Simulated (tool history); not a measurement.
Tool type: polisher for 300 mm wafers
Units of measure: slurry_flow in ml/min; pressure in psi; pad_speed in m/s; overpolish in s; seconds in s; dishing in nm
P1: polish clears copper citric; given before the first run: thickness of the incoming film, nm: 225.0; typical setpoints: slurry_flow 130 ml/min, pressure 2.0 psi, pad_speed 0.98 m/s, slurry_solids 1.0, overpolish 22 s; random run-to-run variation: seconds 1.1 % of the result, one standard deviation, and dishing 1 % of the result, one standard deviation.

| run | hour | slurry_flow | pressure | pad_speed | slurry_solids | overpolish | wafers polished on this pad | hours since the slurry nozzle was cleaned | hours since the head pressure was calibrated | hours since the slurry blender was calibrated | seconds | dishing |
|---|---|---|---|---|---|---|---|---|---|---|---|---|
| 1 | 15.3 | 130 | 2.0 | 0.98 | 1.0 | 22 | 395 | 474.7 | 453.1 | 199.8 | 184.51 | 20.1870 |
| 2 | 28.7 | 170 | 2.0 | 0.98 | 1.0 | 22 | 516 | 488.1 | 466.5 | 213.2 | 173.02 | 20.8340 |
| 3 | 37.4 | 130 | 0.9 | 0.98 | 1.0 | 22 | 596 | 496.8 | 475.2 | 221.9 | 386.04 | 9.8766 |
| 4 | 44.3 | 130 | 2.0 | 0.98 | 1.3 | 22 | 658 | 503.7 | 482.1 | 228.8 | 165.92 | 21.1120 |
|  | 47.8 | slurry nozzle cleaned |
| 5 | 52.6 | 130 | 2.0 | 0.98 | 0.6 | 22 | 734 | 4.8 | 490.4 | 237.1 | 202.11 | 18.1050 |
| 6 | 59.8 | 130 | 2.0 | 0.98 | 1.0 | 22 | 799 | 12.0 | 497.6 | 244.3 | 178.71 | 19.6480 |
| 7 | 75.0 | 130 | 2.0 | 0.98 | 1.0 | 22 | 938 | 27.2 | 512.8 | 259.5 | 184.32 | 20.0820 |
| 8 | 86.4 | 130 | 1.1 | 0.64 | 1.0 | 22 | 1041 | 38.6 | 524.2 | 270.9 | 480.88 | 8.0570 |
| 9 | 100.2 | 130 | 2.0 | 1.54 | 1.0 | 22 | 1167 | 52.4 | 538.0 | 284.7 | 114.98 | 28.9830 |
| 10 | 112.6 | 130 | 2.0 | 0.44 | 1.0 | 22 | 1279 | 64.8 | 550.4 | 297.1 | 390.12 | 9.9134 |
| 11 | 120.0 | 80 | 2.0 | 0.98 | 1.0 | 22 | 1347 | 72.2 | 557.8 | 304.5 | 205.59 | 18.2040 |
| 12 | 134.4 | 130 | 2.0 | 0.98 | 1.0 | 22 | 1478 | 86.6 | 572.2 | 318.9 | 180.15 | 20.0770 |
| 13 | 147.0 | 130 | 1.5 | 0.98 | 1.3 | 22 | 1592 | 99.2 | 584.8 | 331.5 | 225.60 | 16.1080 |
|  | 148.9 | slurry blender recalibrated |
| 14 | 153.6 | 130 | 2.0 | 1.32 | 1.2 | 22 | 1652 | 105.8 | 591.4 | 4.8 | 128.09 | 26.9650 |
| 15 | 162.2 | 130 | 2.0 | 0.98 | 1.0 | 7 | 1731 | 114.4 | 600.0 | 13.4 | 178.94 | 6.7528 |
| 16 | 171.0 | 130 | 2.7 | 0.98 | 1.0 | 22 | 1811 | 123.2 | 608.8 | 22.2 | 137.93 | 26.5460 |
| 17 | 178.4 | 130 | 2.0 | 0.98 | 1.0 | 44 | 1878 | 130.6 | 616.2 | 29.6 | 180.74 | 36.8790 |
| 18 | 188.4 | 130 | 2.0 | 0.98 | 1.0 | 22 | 1969 | 140.6 | 626.2 | 39.6 | 178.30 | 20.1280 |
| 19 | 198.0 | 130 | 2.0 | 0.98 | 1.0 | 22 | 2056 | 150.2 | 635.8 | 49.2 | 182.52 | 20.1860 |
| 20 | 207.1 | 130 | 2.0 | 0.98 | 1.0 | 22 | 2139 | 159.3 | 644.9 | 58.3 | 190.15 | 19.2380 |
| 21 | 219.1 | 130 | 2.0 | 0.98 | 1.0 | 22 | 2248 | 171.3 | 656.9 | 70.3 | 194.79 | 18.8440 |
|  | 223.3 | slurry blender recalibrated |
| 22 | 225.7 | 130 | 2.0 | 0.98 | 1.0 | 22 | 2308 | 177.9 | 663.5 | 2.5 | 199.60 | 18.4810 |
|  | 232.0 | head pressure recalibrated |
| 23 | 235.9 | 130 | 2.0 | 0.98 | 1.0 | 22 | 2401 | 188.1 | 4.0 | 12.7 | 200.15 | 18.0560 |
| 24 | 245.3 | 130 | 2.0 | 0.98 | 1.0 | 22 | 2486 | 197.5 | 13.4 | 22.1 | 199.00 | 18.2460 |
| 25 | 252.7 | 130 | 2.0 | 0.98 | 1.0 | 22 | 2554 | 204.9 | 20.8 | 29.5 | 196.83 | 17.9890 |

What P1 gives has crept away from where it was. These 2 causes fit the log equally well, each at the size given:
A: removal rate lost through wear of the pad, % = 10.6
B: slurry flow missing at the pad, % = 36.6
The drift started at roughly hour 198.0.
Other possible causes, and why each is ruled out:
head's pressure below its setpoint, %: serviced after onset, at hour 232.0, with no recovery of the prior output
abrasive missing from the slurry, %: serviced after onset, at hour 223.3, with no recovery of the prior output

Which of the check runs below tells the causes apart, meaning the causes would give it clearly different results? Each run uses 3 wafers whose results are averaged, and each result is shown as a question mark.
| check 1 | 260.1 | 130 | 1.0 | 0.98 | 1.0 | 22 |  |  |  |  | ? | ? |
| check 2 | 260.1 | 130 | 2.0 | 1.48 | 1.0 | 22 |  |  |  |  | ? | ? |
| check 3 | 260.1 | 130 | 2.0 | 1.40 | 1.0 | 7 |  |  |  |  | ? | ? |
| check 4 | 260.1 | 85 | 2.0 | 1.48 | 1.0 | 22 |  |  |  |  | ? | ? |

Outcome of each check run for each possible cause:
| check | result | if A | if B |
|---|---|---|---|
| check 1 | seconds | 390.64 | 390.51 |
| check 1 | dishing | 9.6589 | 9.6618 |
| check 2 | seconds | 135.70 | 135.66 |
| check 2 | dishing | 25.9360 | 25.9430 |
| check 3 | seconds | 143.26 | 143.21 |
| check 3 | dishing | 8.5157 | 8.5183 |
| check 4 | seconds | 150.38 | 157.85 |
| check 4 | dishing | 23.6830 | 22.6780 |
Minimum pairwise separation of causes per check, each pair taken at its best-separating result: check 1 0.03 %; check 2 0.03 %; check 3 0.03 %; check 4 4.85 %
The other checks would show nearly matching results whichever cause is true, so check 4 is the only one that separates the causes.

Check 4 has now been run. It gave: seconds 159.37 s; dishing 22.6580 nm. Which of the candidate causes is it?

It was cause B: slurry flow missing at the pad, %.

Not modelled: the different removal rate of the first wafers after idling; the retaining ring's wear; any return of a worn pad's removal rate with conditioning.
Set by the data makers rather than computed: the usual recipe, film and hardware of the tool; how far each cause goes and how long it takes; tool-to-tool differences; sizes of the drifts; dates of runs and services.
